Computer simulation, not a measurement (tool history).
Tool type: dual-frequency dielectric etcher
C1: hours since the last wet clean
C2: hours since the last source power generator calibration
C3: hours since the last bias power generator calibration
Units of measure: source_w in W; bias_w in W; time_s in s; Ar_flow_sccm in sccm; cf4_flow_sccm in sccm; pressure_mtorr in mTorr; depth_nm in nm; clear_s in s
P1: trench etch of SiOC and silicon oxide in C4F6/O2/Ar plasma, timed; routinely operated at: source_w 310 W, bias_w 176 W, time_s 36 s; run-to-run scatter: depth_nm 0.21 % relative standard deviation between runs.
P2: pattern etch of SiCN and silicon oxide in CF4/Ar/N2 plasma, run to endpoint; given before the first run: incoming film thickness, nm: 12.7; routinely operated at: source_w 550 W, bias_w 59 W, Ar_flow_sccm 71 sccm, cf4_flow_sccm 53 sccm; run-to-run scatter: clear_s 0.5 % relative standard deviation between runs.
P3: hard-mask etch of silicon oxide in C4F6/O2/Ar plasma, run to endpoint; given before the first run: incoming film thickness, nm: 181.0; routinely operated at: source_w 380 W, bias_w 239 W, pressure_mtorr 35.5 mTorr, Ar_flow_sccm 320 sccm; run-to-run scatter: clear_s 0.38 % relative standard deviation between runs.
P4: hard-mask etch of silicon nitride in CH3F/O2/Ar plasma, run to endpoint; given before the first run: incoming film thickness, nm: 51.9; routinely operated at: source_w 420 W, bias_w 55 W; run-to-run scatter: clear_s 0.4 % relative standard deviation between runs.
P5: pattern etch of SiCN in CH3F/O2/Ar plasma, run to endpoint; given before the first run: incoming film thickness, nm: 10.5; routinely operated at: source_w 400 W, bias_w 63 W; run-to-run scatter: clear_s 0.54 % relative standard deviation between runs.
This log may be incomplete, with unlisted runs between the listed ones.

{"run": 1, "hour": 9.5, "process": "P1", "source_w": 310, "bias_w": 176, "time_s": 36, "C1": 127.1, "C2": 3257.4, "C3": 1197.2, "depth_nm": 62.069}
{"run": 2, "hour": 17.8, "process": "P2", "source_w": 550, "bias_w": 45, "Ar_flow_sccm": 71, "cf4_flow_sccm": 53, "C1": 135.4, "C2": 3265.7, "C3": 1205.5, "clear_s": 14.329}
{"run": 3, "hour": 32.3, "process": "P3", "source_w": 380, "bias_w": 239, "Ar_flow_sccm": 320, "pressure_mtorr": 48.5, "C1": 149.9, "C2": 3280.2, "C3": 1220, "clear_s": 56.592}
{"run": 4, "hour": 46.9, "process": "P2", "source_w": 550, "bias_w": 59, "Ar_flow_sccm": 71, "cf4_flow_sccm": 35, "C1": 164.5, "C2": 3294.8, "C3": 1234.6, "clear_s": 14.178}
{"run": 5, "hour": 60.8, "process": "P5", "source_w": 400, "bias_w": 43, "C1": 178.4, "C2": 3308.7, "C3": 1248.5, "clear_s": 32.753}
{"run": 6, "hour": 69.9, "process": "P4", "source_w": 420, "bias_w": 41, "C1": 187.5, "C2": 3317.8, "C3": 1257.6, "clear_s": 88.42}
{"run": 7, "hour": 79.0, "process": "P1", "source_w": 430, "bias_w": 212, "time_s": 36, "C1": 196.6, "C2": 3326.9, "C3": 1266.7, "depth_nm": 74.616}
{"run": 8, "hour": 92.9, "process": "P4", "source_w": 420, "bias_w": 55, "C1": 210.5, "C2": 3340.8, "C3": 1280.6, "clear_s": 80.179}
{"run": 9, "hour": 106.6, "process": "P1", "source_w": 310, "bias_w": 176, "time_s": 36, "C1": 224.2, "C2": 3354.5, "C3": 1294.3, "depth_nm": 62.129}
{"run": 10, "hour": 118.5, "process": "P2", "source_w": 420, "bias_w": 59, "Ar_flow_sccm": 71, "cf4_flow_sccm": 53, "C1": 236.1, "C2": 3366.4, "C3": 1306.2, "clear_s": 16.823}
{"run": 11, "hour": 128.0, "process": "P4", "source_w": 420, "bias_w": 55, "C1": 245.6, "C2": 3375.9, "C3": 1315.7, "clear_s": 80.92}
{"run": 12, "hour": 139.1, "process": "P1", "source_w": 310, "bias_w": 176, "time_s": 36, "C1": 256.7, "C2": 3387, "C3": 1326.8, "depth_nm": 62.058}
{"run": 13, "hour": 153.5, "process": "P1", "source_w": 310, "bias_w": 176, "time_s": 36, "C1": 271.1, "C2": 3401.4, "C3": 1341.2, "depth_nm": 61.982}
{"run": 14, "hour": 160.9, "process": "P4", "source_w": 250, "bias_w": 55, "C1": 278.5, "C2": 3408.8, "C3": 1348.6, "clear_s": 97.739}
{"run": 15, "hour": 176.7, "process": "P3", "source_w": 380, "bias_w": 239, "Ar_flow_sccm": 320, "pressure_mtorr": 35.5, "C1": 294.3, "C2": 3424.6, "C3": 1364.4, "clear_s": 54.697}
{"run": 16, "hour": 184.9, "process": "P2", "source_w": 550, "bias_w": 59, "Ar_flow_sccm": 71, "cf4_flow_sccm": 53, "C1": 302.5, "C2": 3432.8, "C3": 1372.6, "clear_s": 13.141}
{"run": 17, "hour": 196.6, "process": "P3", "source_w": 380, "bias_w": 239, "Ar_flow_sccm": 423, "pressure_mtorr": 35.5, "C1": 314.2, "C2": 3444.5, "C3": 1384.3, "clear_s": 56.424}
{"run": 18, "hour": 210.1, "process": "P2", "source_w": 550, "bias_w": 59, "Ar_flow_sccm": 52, "cf4_flow_sccm": 53, "C1": 327.7, "C2": 3458, "C3": 1397.8, "clear_s": 12.693}
{"run": 19, "hour": 220.1, "process": "P1", "source_w": 310, "bias_w": 176, "time_s": 36, "C1": 337.7, "C2": 3468, "C3": 1407.8, "depth_nm": 61.743}
{"run": 20, "hour": 227.9, "process": "P1", "source_w": 310, "bias_w": 176, "time_s": 27.5, "C1": 345.5, "C2": 3475.8, "C3": 1415.6, "depth_nm": 47.494}
{"run": 21, "hour": 241.8, "process": "P1", "source_w": 400, "bias_w": 176, "time_s": 36, "C1": 359.4, "C2": 3489.7, "C3": 1429.5, "depth_nm": 68.257}
{"run": 22, "hour": 252.9, "process": "P5", "source_w": 400, "bias_w": 63, "C1": 370.5, "C2": 3500.8, "C3": 1440.6, "clear_s": 28.89}
{"run": 23, "hour": 267.6, "process": "P5", "source_w": 280, "bias_w": 63, "C1": 385.2, "C2": 3515.5, "C3": 1455.3, "clear_s": 33.1}
{"run": 24, "hour": 280.1, "process": "P1", "source_w": 310, "bias_w": 210, "time_s": 28.5, "C1": 397.7, "C2": 3528, "C3": 1467.8, "depth_nm": 51.849}
{"run": 25, "hour": 289.0, "process": "P1", "source_w": 310, "bias_w": 231, "time_s": 36, "C1": 406.6, "C2": 3536.9, "C3": 1476.7, "depth_nm": 67.693}
{"run": 26, "hour": 302.3, "process": "P3", "source_w": 510, "bias_w": 239, "Ar_flow_sccm": 320, "pressure_mtorr": 35.5, "C1": 419.9, "C2": 3550.2, "C3": 1490, "clear_s": 48.629}
{"run": 27, "hour": 316.6, "process": "P1", "source_w": 310, "bias_w": 122, "time_s": 36, "C1": 434.2, "C2": 3564.5, "C3": 1504.3, "depth_nm": 55.354}
{"run": 28, "hour": 324.0, "process": "P2", "source_w": 550, "bias_w": 59, "Ar_flow_sccm": 71, "cf4_flow_sccm": 53, "C1": 441.6, "C2": 3571.9, "C3": 1511.7, "clear_s": 13.178}
{"run": 29, "hour": 336.1, "process": "P1", "source_w": 210, "bias_w": 176, "time_s": 36, "C1": 453.7, "C2": 3584, "C3": 1523.8, "depth_nm": 53.314}
{"run": 30, "hour": 346.5, "process": "P3", "source_w": 380, "bias_w": 140, "Ar_flow_sccm": 320, "pressure_mtorr": 35.5, "C1": 464.1, "C2": 3594.4, "C3": 1534.2, "clear_s": 64.604}
{"run": 31, "hour": 362.0, "process": "P1", "source_w": 310, "bias_w": 176, "time_s": 53.5, "C1": 479.6, "C2": 3609.9, "C3": 1549.7, "depth_nm": 92.344}
{"run": 32, "hour": 375.2, "process": "P1", "source_w": 310, "bias_w": 176, "time_s": 36, "C1": 492.8, "C2": 3623.1, "C3": 1562.9, "depth_nm": 61.988}
{"run": 33, "hour": 385.5, "process": "P1", "source_w": 310, "bias_w": 176, "time_s": 36, "C1": 503.1, "C2": 3633.4, "C3": 1573.2, "depth_nm": 62.403}
{"run": 34, "hour": 395.0, "process": "P1", "source_w": 310, "bias_w": 176, "time_s": 36, "C1": 512.6, "C2": 3642.9, "C3": 1582.7, "depth_nm": 62.442}
{"run": 35, "hour": 403.1, "process": "P1", "source_w": 310, "bias_w": 176, "time_s": 36, "C1": 520.7, "C2": 3651, "C3": 1590.8, "depth_nm": 62.856}
{"run": 36, "hour": 413.3, "process": "P1", "source_w": 310, "bias_w": 176, "time_s": 36, "C1": 530.9, "C2": 3661.2, "C3": 1601, "depth_nm": 62.637}
{"run": 37, "hour": 421.0, "process": "P1", "source_w": 310, "bias_w": 176, "time_s": 36, "C1": 538.6, "C2": 3668.9, "C3": 1608.7, "depth_nm": 62.837}
{"hour": 421.4, "done": "wet clean of the chamber"}
{"run": 38, "hour": 431.5, "process": "P1", "source_w": 310, "bias_w": 176, "time_s": 36, "C1": 10.1, "C2": 3679.4, "C3": 1619.2, "depth_nm": 62.91}
{"run": 39, "hour": 441.8, "process": "P1", "source_w": 310, "bias_w": 176, "time_s": 36, "C1": 20.4, "C2": 3689.7, "C3": 1629.5, "depth_nm": 62.773}

What P1 gives has crept away from where it was. These 2 causes fit the log equally well, each at the size given:
A: source power that arrives over what is set, % = 4.05
B: bias power that arrives over what is set, % = 4.88
At approximately hour 375.2, the process output began to creep.
Ruled out, with reasons:
chamber walls in a state that raises the etch rate, %: work on it at hour 421.4, done after the drift set in, did not restore what the process gave before

Of the 4 check runs below, each run on 3 wafers with the results averaged and each result still a question mark, which one would tell the listed causes apart?
{"run": "check 1", "hour": 452.1, "process": "P2", "source_w": 550, "bias_w": 59, "Ar_flow_sccm": 54, "cf4_flow_sccm": 53, "clear_s": "?"}
{"run": "check 2", "hour": 452.1, "process": "P5", "source_w": 310, "bias_w": 63, "clear_s": "?"}
{"run": "check 3", "hour": 452.1, "process": "P4", "source_w": 270, "bias_w": 42, "clear_s": "?"}
{"run": "check 4", "hour": 452.1, "process": "P3", "source_w": 380, "bias_w": 155, "Ar_flow_sccm": 410, "pressure_mtorr": 35.5, "clear_s": "?"}

Check results expected under each cause:
check=check_1 result=clear_s if_A=12.22 if_B=12.481
check=check_2 result=clear_s if_A=31.533 if_B=31.476
check=check_3 result=clear_s if_A=102.53 if_B=102.6
check=check_4 result=clear_s if_A=63.581 if_B=63.639
Gap, in per cent, between the two causes that each check separates least, read from the result that separates them most: check 1 2.11 %; check 2 0.18 %; check 3 0.06 %; check 4 0.09 %
Only in check 1 would the causes give clearly different results; in the remaining checks their results would be nearly the same.

Check 1 was then run and gave: clear_s 12.53 s. Which cause is it?

It was cause B: bias power that arrives over what is set, %.
